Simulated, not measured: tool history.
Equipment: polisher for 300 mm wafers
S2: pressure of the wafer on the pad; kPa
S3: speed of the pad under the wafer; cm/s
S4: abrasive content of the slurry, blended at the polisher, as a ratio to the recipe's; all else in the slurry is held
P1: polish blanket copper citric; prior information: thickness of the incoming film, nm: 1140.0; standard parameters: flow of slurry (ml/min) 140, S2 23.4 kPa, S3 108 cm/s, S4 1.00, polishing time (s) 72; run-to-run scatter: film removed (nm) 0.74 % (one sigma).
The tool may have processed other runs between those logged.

run 1 hour=5.8 | flow_of_slurry_(ml/min)=140 S2=23.4 S3=108 S4=1.00 polishing_time_(s)=72 | film_removed_(nm)=169.840
run 2 hour=12.9 | flow_of_slurry_(ml/min)=140 S2=23.4 S3=70 S4=1.00 polishing_time_(s)=72 | film_removed_(nm)=112.190
run 3 hour=17.7 | flow_of_slurry_(ml/min)=215 S2=23.4 S3=108 S4=1.00 polishing_time_(s)=72 | film_removed_(nm)=181.090
run 4 hour=24.8 | flow_of_slurry_(ml/min)=140 S2=23.4 S3=108 S4=1.00 polishing_time_(s)=112 | film_removed_(nm)=265.860
run 5 hour=29.9 | flow_of_slurry_(ml/min)=140 S2=23.4 S3=108 S4=1.00 polishing_time_(s)=72 | film_removed_(nm)=171.440
run 6 hour=34.0 | flow_of_slurry_(ml/min)=140 S2=33.1 S3=108 S4=1.00 polishing_time_(s)=72 | film_removed_(nm)=241.290
run 7 hour=40.3 | flow_of_slurry_(ml/min)=140 S2=13.1 S3=108 S4=1.00 polishing_time_(s)=72 | film_removed_(nm)=97.078
run 8 hour=45.7 | flow_of_slurry_(ml/min)=140 S2=23.4 S3=108 S4=1.00 polishing_time_(s)=72 | film_removed_(nm)=170.140
run 9 hour=48.9 | flow_of_slurry_(ml/min)=140 S2=23.4 S3=108 S4=1.30 polishing_time_(s)=72 | film_removed_(nm)=180.720
run 10 hour=52.8 | flow_of_slurry_(ml/min)=140 S2=23.4 S3=108 S4=1.00 polishing_time_(s)=72 | film_removed_(nm)=171.630
run 11 hour=57.0 | flow_of_slurry_(ml/min)=140 S2=23.4 S3=108 S4=1.00 polishing_time_(s)=72 | film_removed_(nm)=170.920
run 12 hour=64.2 | flow_of_slurry_(ml/min)=140 S2=23.4 S3=108 S4=1.00 polishing_time_(s)=72 | film_removed_(nm)=172.650
run 13 hour=71.3 | flow_of_slurry_(ml/min)=140 S2=23.4 S3=108 S4=0.55 polishing_time_(s)=72 | film_removed_(nm)=153.160
run 14 hour=74.6 | flow_of_slurry_(ml/min)=85 S2=23.4 S3=108 S4=1.00 polishing_time_(s)=72 | film_removed_(nm)=152.790
run 15 hour=78.2 | flow_of_slurry_(ml/min)=100 S2=14.5 S3=108 S4=1.00 polishing_time_(s)=72 | film_removed_(nm)=99.506
run 16 hour=84.8 | flow_of_slurry_(ml/min)=140 S2=23.4 S3=164 S4=1.00 polishing_time_(s)=72 | film_removed_(nm)=256.750
run 17 hour=89.9 | flow_of_slurry_(ml/min)=140 S2=23.4 S3=108 S4=1.00 polishing_time_(s)=44 | film_removed_(nm)=103.790
run 18 hour=94.7 | flow_of_slurry_(ml/min)=140 S2=30.3 S3=146 S4=1.00 polishing_time_(s)=72 | film_removed_(nm)=295.990
run 19 hour=100.8 | flow_of_slurry_(ml/min)=140 S2=23.4 S3=108 S4=1.00 polishing_time_(s)=72 | film_removed_(nm)=168.810
run 20 hour=107.3 | flow_of_slurry_(ml/min)=140 S2=23.4 S3=108 S4=1.00 polishing_time_(s)=72 | film_removed_(nm)=163.940
run 21 hour=113.3 | flow_of_slurry_(ml/min)=140 S2=23.4 S3=108 S4=1.00 polishing_time_(s)=72 | film_removed_(nm)=165.650
run 22 hour=119.3 | flow_of_slurry_(ml/min)=140 S2=23.4 S3=108 S4=1.00 polishing_time_(s)=72 | film_removed_(nm)=158.520
run 23 hour=123.3 | flow_of_slurry_(ml/min)=140 S2=23.4 S3=108 S4=1.00 polishing_time_(s)=72 | film_removed_(nm)=159.970
-- hour=125.0 head pressure recalibrated
run 24 hour=126.6 | flow_of_slurry_(ml/min)=140 S2=23.4 S3=108 S4=1.00 polishing_time_(s)=72 | film_removed_(nm)=160.520

Run 25, settings as shown, results not yet in. Your forecast:
run 25 hour=132.8 | flow_of_slurry_(ml/min)=140 S2=23.4 S3=108 S4=1.00 polishing_time_(s)=72 | film_removed_(nm)=?

film removed (nm): 158.390
